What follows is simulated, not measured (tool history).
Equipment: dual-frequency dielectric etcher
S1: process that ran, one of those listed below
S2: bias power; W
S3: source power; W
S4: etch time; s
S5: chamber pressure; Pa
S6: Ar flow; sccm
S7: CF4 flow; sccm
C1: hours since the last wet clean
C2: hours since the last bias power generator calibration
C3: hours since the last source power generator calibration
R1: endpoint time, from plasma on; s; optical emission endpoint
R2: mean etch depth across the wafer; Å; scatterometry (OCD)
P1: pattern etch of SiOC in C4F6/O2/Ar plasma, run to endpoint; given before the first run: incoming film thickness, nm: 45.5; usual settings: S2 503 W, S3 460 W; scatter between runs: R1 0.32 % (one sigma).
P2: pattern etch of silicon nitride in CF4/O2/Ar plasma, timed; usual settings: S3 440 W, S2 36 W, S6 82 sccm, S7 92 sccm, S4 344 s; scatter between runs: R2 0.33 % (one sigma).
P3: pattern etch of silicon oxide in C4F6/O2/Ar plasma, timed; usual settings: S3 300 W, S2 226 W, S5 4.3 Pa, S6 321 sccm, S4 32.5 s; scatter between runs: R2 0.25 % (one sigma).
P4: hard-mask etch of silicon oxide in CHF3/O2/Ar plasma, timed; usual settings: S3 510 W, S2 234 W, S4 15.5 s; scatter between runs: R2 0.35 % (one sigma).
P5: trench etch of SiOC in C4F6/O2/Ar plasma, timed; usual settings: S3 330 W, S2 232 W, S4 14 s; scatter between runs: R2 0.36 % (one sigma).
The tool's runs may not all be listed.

| run | hour | S1 | S2 | S3 | S4 | S5 | S6 | S7 | C1 | C2 | C3 | R1 | R2 |
|---|---|---|---|---|---|---|---|---|---|---|---|---|---|
| 1 | 3.8 | P1 | 503 | 460 |  |  |  |  | 264.4 | 1081.3 | 317.8 | 14.477 |  |
| 2 | 9.3 | P5 | 166 | 330 | 14 |  |  |  | 269.9 | 1086.8 | 323.3 |  | 264.09 |
| 3 | 16.2 | P1 | 503 | 460 |  |  |  |  | 276.8 | 1093.7 | 330.2 | 14.546 |  |
| 4 | 21.6 | P1 | 622 | 460 |  |  |  |  | 282.2 | 1099.1 | 335.6 | 13.401 |  |
| 5 | 26.1 | P3 | 226 | 410 | 32.5 | 4.3 | 321 |  | 286.7 | 1103.6 | 340.1 |  | 1138 |
| 6 | 33.1 | P2 | 36 | 440 | 344 |  | 82 | 92 | 293.7 | 1110.6 | 347.1 |  | 5313.2 |
| 7 | 39.2 | P3 | 226 | 300 | 32.5 | 4.3 | 242 |  | 299.8 | 1116.7 | 353.2 |  | 1041.3 |
| 8 | 45.5 | P3 | 226 | 300 | 48.5 | 4.3 | 321 |  | 306.1 | 1123 | 359.5 |  | 1505 |
| 9 | 51.7 | P2 | 36 | 440 | 344 |  | 82 | 74 | 312.3 | 1129.2 | 365.7 |  | 5110.2 |
| 10 | 55.9 | P3 | 226 | 300 | 32.5 | 4.3 | 321 |  | 316.5 | 1133.4 | 369.9 |  | 1010.2 |
| 11 | 62.1 | P1 | 503 | 460 |  |  |  |  | 322.7 | 1139.6 | 376.1 | 14.502 |  |
|  | 63.4 | wet clean of the chamber |
| 12 | 69.2 | P5 | 232 | 330 | 14 |  |  |  | 5.8 | 1146.7 | 383.2 |  | 295.49 |
| 13 | 76.8 | P1 | 401 | 560 |  |  |  |  | 13.4 | 1154.3 | 390.8 | 14.609 |  |
| 14 | 84 | P1 | 394 | 460 |  |  |  |  | 20.6 | 1161.5 | 398 | 15.874 |  |
| 15 | 91.8 | P5 | 232 | 230 | 14 |  |  |  | 28.4 | 1169.3 | 405.8 |  | 257 |
| 16 | 95.3 | P5 | 232 | 330 | 14 |  |  |  | 31.9 | 1172.8 | 409.3 |  | 296.27 |
| 17 | 100.7 | P5 | 232 | 330 | 8.5 |  |  |  | 37.3 | 1178.2 | 414.7 |  | 180.05 |
| 18 | 106.9 | P2 | 36 | 440 | 344 |  | 97 | 92 | 43.5 | 1184.4 | 420.9 |  | 5158.8 |
| 19 | 113.2 | P1 | 503 | 340 |  |  |  |  | 49.8 | 1190.7 | 427.2 | 16.338 |  |
| 20 | 117.2 | P4 | 183 | 510 | 15.5 |  |  |  | 53.8 | 1194.7 | 431.2 |  | 282.27 |
| 21 | 123 | P1 | 503 | 620 |  |  |  |  | 59.6 | 1200.5 | 437 | 12.935 |  |
| 22 | 129.4 | P4 | 234 | 360 | 15.5 |  |  |  | 66 | 1206.9 | 443.4 |  | 269.23 |
| 23 | 133.2 | P1 | 503 | 460 |  |  |  |  | 69.8 | 1210.7 | 447.2 | 14.563 |  |
| 24 | 139.3 | P4 | 234 | 510 | 20 |  |  |  | 75.9 | 1216.8 | 453.3 |  | 394.5 |
| 25 | 145.2 | P3 | 138 | 300 | 32.5 | 4.3 | 321 |  | 81.8 | 1222.7 | 459.2 |  | 859.11 |
| 26 | 150.7 | P3 | 226 | 300 | 32.5 | 6 | 321 |  | 87.3 | 1228.2 | 464.7 |  | 969.41 |
| 27 | 155.4 | P2 | 36 | 520 | 344 |  | 82 | 92 | 92 | 1232.9 | 469.4 |  | 6153.4 |
| 28 | 161.1 | P2 | 47 | 440 | 344 |  | 82 | 92 | 97.7 | 1238.6 | 475.1 |  | 5787 |
| 29 | 168.1 | P4 | 234 | 510 | 15.5 |  |  |  | 104.7 | 1245.6 | 482.1 |  | 306.2 |
| 30 | 174.7 | P3 | 226 | 300 | 32.5 | 4.3 | 321 |  | 111.3 | 1252.2 | 488.7 |  | 1006.4 |
| 31 | 180.7 | P2 | 36 | 440 | 435.5 |  | 82 | 92 | 117.3 | 1258.2 | 494.7 |  | 6682 |
| 32 | 186 | P1 | 503 | 460 |  |  |  |  | 122.6 | 1263.5 | 500 | 14.467 |  |
| 33 | 189.6 | P1 | 503 | 460 |  |  |  |  | 126.2 | 1267.1 | 503.6 | 14.587 |  |
| 34 | 193.4 | P1 | 503 | 460 |  |  |  |  | 130 | 1270.9 | 507.4 | 14.537 |  |
| 35 | 197.7 | P1 | 503 | 460 |  |  |  |  | 134.3 | 1275.2 | 511.7 | 14.657 |  |
| 36 | 204.7 | P1 | 503 | 460 |  |  |  |  | 141.3 | 1282.2 | 518.7 | 14.666 |  |

Predict the results of run 37:
| 37 | 208.4 | P1 | 503 | 460 |  |  |  |  | 145 | 1285.9 | 522.4 | ? |  |

{"run 37": {"R1": 14.669}}

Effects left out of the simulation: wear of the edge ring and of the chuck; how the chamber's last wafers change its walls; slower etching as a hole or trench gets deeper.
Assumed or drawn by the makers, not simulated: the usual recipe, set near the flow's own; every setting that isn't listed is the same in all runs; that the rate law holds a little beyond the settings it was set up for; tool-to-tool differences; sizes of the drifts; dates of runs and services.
